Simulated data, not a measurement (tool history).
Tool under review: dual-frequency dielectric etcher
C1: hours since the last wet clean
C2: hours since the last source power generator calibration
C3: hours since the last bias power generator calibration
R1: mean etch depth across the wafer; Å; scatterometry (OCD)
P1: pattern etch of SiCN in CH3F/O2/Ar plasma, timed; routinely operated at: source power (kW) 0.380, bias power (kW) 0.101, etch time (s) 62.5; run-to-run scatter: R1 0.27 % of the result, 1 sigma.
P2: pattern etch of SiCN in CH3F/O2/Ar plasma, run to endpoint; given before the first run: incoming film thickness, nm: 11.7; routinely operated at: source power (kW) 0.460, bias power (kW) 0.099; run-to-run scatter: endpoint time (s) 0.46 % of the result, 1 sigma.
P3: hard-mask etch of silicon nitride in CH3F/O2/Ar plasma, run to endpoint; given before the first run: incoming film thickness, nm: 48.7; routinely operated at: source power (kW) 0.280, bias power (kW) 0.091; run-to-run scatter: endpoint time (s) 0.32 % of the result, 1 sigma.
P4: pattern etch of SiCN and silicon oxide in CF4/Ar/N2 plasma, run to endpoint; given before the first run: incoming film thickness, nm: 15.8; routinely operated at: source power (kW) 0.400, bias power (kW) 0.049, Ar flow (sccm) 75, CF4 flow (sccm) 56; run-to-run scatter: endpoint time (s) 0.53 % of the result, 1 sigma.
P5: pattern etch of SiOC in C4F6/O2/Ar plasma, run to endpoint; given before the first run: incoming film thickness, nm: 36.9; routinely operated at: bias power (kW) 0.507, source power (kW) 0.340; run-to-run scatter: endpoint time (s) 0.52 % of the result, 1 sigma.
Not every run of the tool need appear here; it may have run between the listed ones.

{"run": 1, "hour": 6.1, "process that ran": "P1", "source power (kW)": 0.38, "bias power (kW)": 0.101, "etch time (s)": 62.5, "C1": 293.2, "C2": 1496.8, "C3": 1512.9, "R1": 259.49}
{"run": 2, "hour": 11.2, "process that ran": "P4", "source power (kW)": 0.4, "bias power (kW)": 0.033, "Ar flow (sccm)": 75, "CF4 flow (sccm)": 56, "C1": 298.3, "C2": 1501.9, "C3": 1518.0, "endpoint time (s)": 25.689}
{"run": 3, "hour": 15.4, "process that ran": "P3", "source power (kW)": 0.18, "bias power (kW)": 0.091, "C1": 302.5, "C2": 1506.1, "C3": 1522.2, "endpoint time (s)": 90.513}
{"run": 4, "hour": 23.5, "process that ran": "P1", "source power (kW)": 0.38, "bias power (kW)": 0.14, "etch time (s)": 62.5, "C1": 310.6, "C2": 1514.2, "C3": 1530.3, "R1": 295.4}
{"run": 5, "hour": 28.3, "process that ran": "P1", "source power (kW)": 0.38, "bias power (kW)": 0.101, "etch time (s)": 34.5, "C1": 315.4, "C2": 1519.0, "C3": 1535.1, "R1": 143.72}
{"run": 6, "hour": 34.8, "process that ran": "P5", "source power (kW)": 0.34, "bias power (kW)": 0.714, "C1": 321.9, "C2": 1525.5, "C3": 1541.6, "endpoint time (s)": 11.629}
{"run": 7, "hour": 40.8, "process that ran": "P1", "source power (kW)": 0.38, "bias power (kW)": 0.101, "etch time (s)": 62.5, "C1": 327.9, "C2": 1531.5, "C3": 1547.6, "R1": 261.5}
{"run": 8, "hour": 46.6, "process that ran": "P3", "source power (kW)": 0.28, "bias power (kW)": 0.111, "C1": 333.7, "C2": 1537.3, "C3": 1553.4, "endpoint time (s)": 71.402}
{"run": 9, "hour": 51.4, "process that ran": "P2", "source power (kW)": 0.46, "bias power (kW)": 0.118, "C1": 338.5, "C2": 1542.1, "C3": 1558.2, "endpoint time (s)": 24.935}
{"run": 10, "hour": 59.1, "process that ran": "P4", "source power (kW)": 0.28, "bias power (kW)": 0.049, "Ar flow (sccm)": 75, "CF4 flow (sccm)": 56, "C1": 346.2, "C2": 1549.8, "C3": 1565.9, "endpoint time (s)": 31.233}
{"run": 11, "hour": 65.3, "process that ran": "P1", "source power (kW)": 0.29, "bias power (kW)": 0.101, "etch time (s)": 86.0, "C1": 352.4, "C2": 1556.0, "C3": 1572.1, "R1": 323.61}
{"run": 12, "hour": 70.3, "process that ran": "P1", "source power (kW)": 0.38, "bias power (kW)": 0.101, "etch time (s)": 62.5, "C1": 357.4, "C2": 1561.0, "C3": 1577.1, "R1": 260.67}
{"run": 13, "hour": 75.8, "process that ran": "P1", "source power (kW)": 0.38, "bias power (kW)": 0.101, "etch time (s)": 62.5, "C1": 362.9, "C2": 1566.5, "C3": 1582.6, "R1": 261.19}
{"run": 14, "hour": 83.5, "process that ran": "P2", "source power (kW)": 0.34, "bias power (kW)": 0.099, "C1": 370.6, "C2": 1574.2, "C3": 1590.3, "endpoint time (s)": 29.583}
{"run": 15, "hour": 89.8, "process that ran": "P3", "source power (kW)": 0.28, "bias power (kW)": 0.091, "C1": 376.9, "C2": 1580.5, "C3": 1596.6, "endpoint time (s)": 76.816}
{"run": 16, "hour": 94.8, "process that ran": "P2", "source power (kW)": 0.46, "bias power (kW)": 0.099, "C1": 381.9, "C2": 1585.5, "C3": 1601.6, "endpoint time (s)": 26.827}
{"run": 17, "hour": 100.2, "process that ran": "P5", "source power (kW)": 0.27, "bias power (kW)": 0.507, "C1": 387.3, "C2": 1590.9, "C3": 1607.0, "endpoint time (s)": 14.652}
{"run": 18, "hour": 109.4, "process that ran": "P1", "source power (kW)": 0.38, "bias power (kW)": 0.101, "etch time (s)": 62.5, "C1": 396.5, "C2": 1600.1, "C3": 1616.2, "R1": 260.44}
{"run": 19, "hour": 117.3, "process that ran": "P1", "source power (kW)": 0.38, "bias power (kW)": 0.101, "etch time (s)": 90.0, "C1": 404.4, "C2": 1608.0, "C3": 1624.1, "R1": 376.53}
{"run": 20, "hour": 123.2, "process that ran": "P1", "source power (kW)": 0.38, "bias power (kW)": 0.101, "etch time (s)": 62.5, "C1": 410.3, "C2": 1613.9, "C3": 1630.0, "R1": 260.28}
{"run": 21, "hour": 131.2, "process that ran": "P4", "source power (kW)": 0.4, "bias power (kW)": 0.049, "Ar flow (sccm)": 49, "CF4 flow (sccm)": 56, "C1": 418.3, "C2": 1621.9, "C3": 1638.0, "endpoint time (s)": 21.332}
{"run": 22, "hour": 140.0, "process that ran": "P1", "source power (kW)": 0.38, "bias power (kW)": 0.063, "etch time (s)": 62.5, "C1": 427.1, "C2": 1630.7, "C3": 1646.8, "R1": 220.11}
{"run": 23, "hour": 146.0, "process that ran": "P3", "source power (kW)": 0.28, "bias power (kW)": 0.091, "C1": 433.1, "C2": 1636.7, "C3": 1652.8, "endpoint time (s)": 76.492}
{"run": 24, "hour": 154.1, "process that ran": "P4", "source power (kW)": 0.4, "bias power (kW)": 0.049, "Ar flow (sccm)": 75, "CF4 flow (sccm)": 56, "C1": 441.2, "C2": 1644.8, "C3": 1660.9, "endpoint time (s)": 22.63}
{"run": 25, "hour": 163.2, "process that ran": "P1", "source power (kW)": 0.48, "bias power (kW)": 0.101, "etch time (s)": 62.5, "C1": 450.3, "C2": 1653.9, "C3": 1670.0, "R1": 283.35}
{"run": 26, "hour": 168.0, "process that ran": "P1", "source power (kW)": 0.38, "bias power (kW)": 0.132, "etch time (s)": 42.5, "C1": 455.1, "C2": 1658.7, "C3": 1674.8, "R1": 196.27}
{"run": 27, "hour": 176.2, "process that ran": "P1", "source power (kW)": 0.24, "bias power (kW)": 0.101, "etch time (s)": 62.5, "C1": 463.3, "C2": 1666.9, "C3": 1683.0, "R1": 218.84}
{"run": 28, "hour": 182.2, "process that ran": "P4", "source power (kW)": 0.4, "bias power (kW)": 0.049, "Ar flow (sccm)": 75, "CF4 flow (sccm)": 70, "C1": 469.3, "C2": 1672.9, "C3": 1689.0, "endpoint time (s)": 22.085}
{"run": 29, "hour": 189.7, "process that ran": "P1", "source power (kW)": 0.38, "bias power (kW)": 0.101, "etch time (s)": 62.5, "C1": 476.8, "C2": 1680.4, "C3": 1696.5, "R1": 260.78}
{"run": 30, "hour": 195.3, "process that ran": "P5", "source power (kW)": 0.34, "bias power (kW)": 0.507, "C1": 482.4, "C2": 1686.0, "C3": 1702.1, "endpoint time (s)": 13.264}
{"run": 31, "hour": 199.3, "process that ran": "P1", "source power (kW)": 0.38, "bias power (kW)": 0.125, "etch time (s)": 37.0, "C1": 486.4, "C2": 1690.0, "C3": 1706.1, "R1": 166.32}
{"run": 32, "hour": 205.5, "process that ran": "P2", "source power (kW)": 0.46, "bias power (kW)": 0.099, "C1": 492.6, "C2": 1696.2, "C3": 1712.3, "endpoint time (s)": 26.611}
{"run": 33, "hour": 211.2, "process that ran": "P1", "source power (kW)": 0.38, "bias power (kW)": 0.101, "etch time (s)": 62.5, "C1": 498.3, "C2": 1701.9, "C3": 1718.0, "R1": 261.41}
{"run": 34, "hour": 215.4, "process that ran": "P1", "source power (kW)": 0.38, "bias power (kW)": 0.101, "etch time (s)": 62.5, "C1": 502.5, "C2": 1706.1, "C3": 1722.2, "R1": 262.03}
{"run": 35, "hour": 223.3, "process that ran": "P1", "source power (kW)": 0.38, "bias power (kW)": 0.101, "etch time (s)": 62.5, "C1": 510.4, "C2": 1714.0, "C3": 1730.1, "R1": 262.36}
{"run": 36, "hour": 230.1, "process that ran": "P1", "source power (kW)": 0.38, "bias power (kW)": 0.101, "etch time (s)": 62.5, "C1": 517.2, "C2": 1720.8, "C3": 1736.9, "R1": 262.4}
{"run": 37, "hour": 237.6, "process that ran": "P1", "source power (kW)": 0.38, "bias power (kW)": 0.101, "etch time (s)": 62.5, "C1": 524.7, "C2": 1728.3, "C3": 1744.4, "R1": 263.53}
{"hour": 237.8, "done": "wet clean of the chamber"}
{"run": 38, "hour": 243.2, "process that ran": "P1", "source power (kW)": 0.38, "bias power (kW)": 0.101, "etch time (s)": 62.5, "C1": 5.4, "C2": 1733.9, "C3": 1750.0, "R1": 263.25}
{"run": 39, "hour": 248.4, "process that ran": "P1", "source power (kW)": 0.38, "bias power (kW)": 0.101, "etch time (s)": 62.5, "C1": 10.6, "C2": 1739.1, "C3": 1755.2, "R1": 263.31}
{"run": 40, "hour": 254.1, "process that ran": "P1", "source power (kW)": 0.38, "bias power (kW)": 0.101, "etch time (s)": 62.5, "C1": 16.3, "C2": 1744.8, "C3": 1760.9, "R1": 264.64}
{"run": 41, "hour": 259.2, "process that ran": "P1", "source power (kW)": 0.38, "bias power (kW)": 0.101, "etch time (s)": 62.5, "C1": 21.4, "C2": 1749.9, "C3": 1766.0, "R1": 264.99}

P1 no longer gives what it gave before; its output has crept away from where it was. The following 2 causes, each at its listed size, fit the log equally well:
A: source power that arrives over what is set, % = 3.79
B: bias power that arrives over what is set, % = 3.67
At approximately hour 211.2, the process output began to creep.
Excluded causes, each with its reason:
chamber walls in a state that raises the etch rate, %: serviced after onset, at hour 237.8, with no recovery of the prior output

Which of the 4 check runs listed below, each an average over 3 wafers with its results shown as question marks, gives clearly different results under the different listed causes?
{"run": "check 1", "hour": 264.3, "process that ran": "P4", "source power (kW)": 0.4, "bias power (kW)": 0.049, "Ar flow (sccm)": 75, "CF4 flow (sccm)": 56, "endpoint time (s)": "?"}
{"run": "check 2", "hour": 264.3, "process that ran": "P2", "source power (kW)": 0.46, "bias power (kW)": 0.099, "endpoint time (s)": "?"}
{"run": "check 3", "hour": 264.3, "process that ran": "P3", "source power (kW)": 0.28, "bias power (kW)": 0.091, "endpoint time (s)": "?"}
{"run": "check 4", "hour": 264.3, "process that ran": "P5", "source power (kW)": 0.34, "bias power (kW)": 0.507, "endpoint time (s)": "?"}

Expected result of each check under each candidate cause:
check=check_1 result=endpoint_time_(s) if_A=21.972 if_B=22.462
check=check_2 result=endpoint_time_(s) if_A=26.247 if_B=26.254
check=check_3 result=endpoint_time_(s) if_A=75.572 if_B=75.609
check=check_4 result=endpoint_time_(s) if_A=13.123 if_B=13.124
Minimum pairwise separation of causes per check, each pair taken at its best-separating result: check 1 2.21 %; check 2 0.03 %; check 3 0.05 %; check 4 0.01 %
Only check 1 tells the causes apart: in the others they would give nearly the same result.

With check 1 done, the readings were: endpoint time (s) 22.018. Identify which of the listed causes applies.

Of the candidate causes, it is A: source power that arrives over what is set, %.
